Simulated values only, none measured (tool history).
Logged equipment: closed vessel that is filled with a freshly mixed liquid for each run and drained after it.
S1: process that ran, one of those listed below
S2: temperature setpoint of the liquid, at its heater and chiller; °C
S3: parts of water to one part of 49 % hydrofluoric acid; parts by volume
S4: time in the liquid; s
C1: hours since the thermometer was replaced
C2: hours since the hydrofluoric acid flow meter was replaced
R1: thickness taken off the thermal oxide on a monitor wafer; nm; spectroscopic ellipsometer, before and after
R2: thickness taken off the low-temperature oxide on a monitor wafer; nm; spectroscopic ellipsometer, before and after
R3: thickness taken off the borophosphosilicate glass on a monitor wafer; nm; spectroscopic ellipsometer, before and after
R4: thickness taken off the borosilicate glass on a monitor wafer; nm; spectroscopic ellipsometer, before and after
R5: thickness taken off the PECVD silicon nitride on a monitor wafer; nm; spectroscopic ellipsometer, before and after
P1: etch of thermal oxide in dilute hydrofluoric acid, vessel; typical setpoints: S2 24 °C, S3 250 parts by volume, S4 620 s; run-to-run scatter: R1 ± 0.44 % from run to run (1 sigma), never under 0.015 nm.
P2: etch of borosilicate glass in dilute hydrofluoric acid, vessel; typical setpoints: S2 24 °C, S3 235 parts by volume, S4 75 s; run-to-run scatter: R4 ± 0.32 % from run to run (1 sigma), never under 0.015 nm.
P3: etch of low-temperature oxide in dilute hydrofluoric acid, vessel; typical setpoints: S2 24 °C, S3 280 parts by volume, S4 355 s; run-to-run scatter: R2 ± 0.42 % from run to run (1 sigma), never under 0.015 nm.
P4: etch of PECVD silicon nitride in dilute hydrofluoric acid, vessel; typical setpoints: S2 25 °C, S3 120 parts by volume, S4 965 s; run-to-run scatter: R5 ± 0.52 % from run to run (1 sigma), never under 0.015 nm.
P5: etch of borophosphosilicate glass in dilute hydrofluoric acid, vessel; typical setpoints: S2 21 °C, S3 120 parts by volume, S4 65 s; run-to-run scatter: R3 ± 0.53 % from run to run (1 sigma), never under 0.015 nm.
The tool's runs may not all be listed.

run	day	S1	S2	S3	S4	C1	C2	R1	R2	R3	R4	R5
1	0.312	P1	24	250	620	865.1	1287.4	9.7916				
2	0.558	P1	27.5	250	1040	871	1293.3	18.504				
3	0.862	P1	24	250	620	878.3	1300.6	9.7219				
4	1.15	P3	24	280	30	885.2	1307.5		1.8988			
5	1.438	P1	24	250	620	892.1	1314.4	9.7007				
6	1.729	P3	24	280	355	899.1	1321.4		22.325			
7	1.917	P5	21	120	65	903.6	1325.9			23.304		
8	2.075	P2	24	235	135	907.4	1329.7				24.047	
9	2.262	P4	25	120	965	911.9	1334.2					48.017
10	2.542	P4	25	120	315	918.6	1340.9					15.623
11	2.883	P2	18.5	235	75	926.8	1349.1				10.87	
12	3.225	P5	26.5	120	65	935	1357.3			29.098		
13	3.433	P3	24	280	355	940	1362.3		22.126			
14	3.729	P4	25	120	965	947.1	1369.4					48.678
15	4.033	P1	24	250	340	954.4	1376.7	5.349				
16	4.333	P2	24	85	75	961.6	1383.9				43.593	
17	4.5	P5	21	120	30	965.6	1387.9			10.774		
18	4.754	P1	18	250	620	971.7	1394	7.8004				
19	4.912	P1	24	360	620	975.5	1397.8	6.0802				
20	5.125	P3	17	280	355	980.6	1402.9		17.271			
21	5.392	P5	21	215	65	987	1409.3			11.888		
22	5.671	P1	32	250	620	993.7	1416	12.918				
23	6.038	P1	24	60	620	1002.5	1424.8	50.246				
24	6.271	P1	24	250	1050	1008.1	1430.4	16.63				
25	6.5	P1	31.5	250	1135	1013.6	1435.9	23.043				
26	6.829	P1	24	250	620	1021.5	1443.8	9.8055				
27	7.004	P4	25	20	965	1025.7	1448					277.91
28	7.217	P3	24	380	355	1030.8	1453.1		14.823			
29	7.488	P4	19.5	120	965	1037.3	1459.6					33.497
30	7.833	P2	24	235	75	1045.6	1467.9				13.304	
31	8.129	P1	24	250	620	1052.7	1475	9.7692				
32	8.462	P1	24	250	620	1060.7	1483	9.701				
33	8.783	P1	24	250	620	1068.4	1490.7	9.7713				
34	9.1	P1	24	250	620	1076	1498.3	9.4582				
35	9.421	P1	24	250	620	1083.7	1506	9.3616				
36	9.683	P1	24	250	620	1090	1512.3	9.2349				
37	9.946	P1	24	250	620	1096.3	1518.6	9.1451				
38	10.242	P1	24	250	620	1103.4	1525.7	9.156				
39	10.562	P1	24	250	620	1111.1	1533.4	9.1377				
40	10.725	P1	24	250	620	1115	1537.3	9.182				
41	10.912	P1	24	250	620	1119.5	1541.8	9.0986				
42	11.208	P1	24	250	620	1126.6	1548.9	9.1069				

The log shows P1 creeping away from where it was. Any of the 2 causes listed here, at the size stated for it, fits the log just as well as the others:
A: liquid colder than its thermometer reads (K) = 1.91
B: hydrofluoric acid flow below the setpoint (%) = 5.31
The creep began at about day 8.783.

Below are 4 check runs, each on a single wafer, with their results shown as question marks. Which of them would tell the listed causes apart, meaning the causes would give clearly different results under it?
check 1	11.504	P2	19	235	110						?	
check 2	11.504	P5	26	175	65					?		
check 3	11.504	P4	25	75	435							?
check 4	11.504	P3	21	280	355				?			

Expected result of each check under each candidate cause:
check	result	if A	if B
check 1	R4	15.115	15.224
check 2	R3	17.058	17.146
check 3	R5	30.412	32.726
check 4	R2	18.588	18.614
Separation of the two closest causes in each check, using whichever result separates them best: check 1 0.72 %; check 2 0.51 %; check 3 7.33 %; check 4 0.14 %
Only check 3 tells the causes apart: in the others they would give nearly the same result.

Then check 3 was run and gave: R5 30.191 nm. Which cause is it?

It was cause A: liquid colder than its thermometer reads (K).
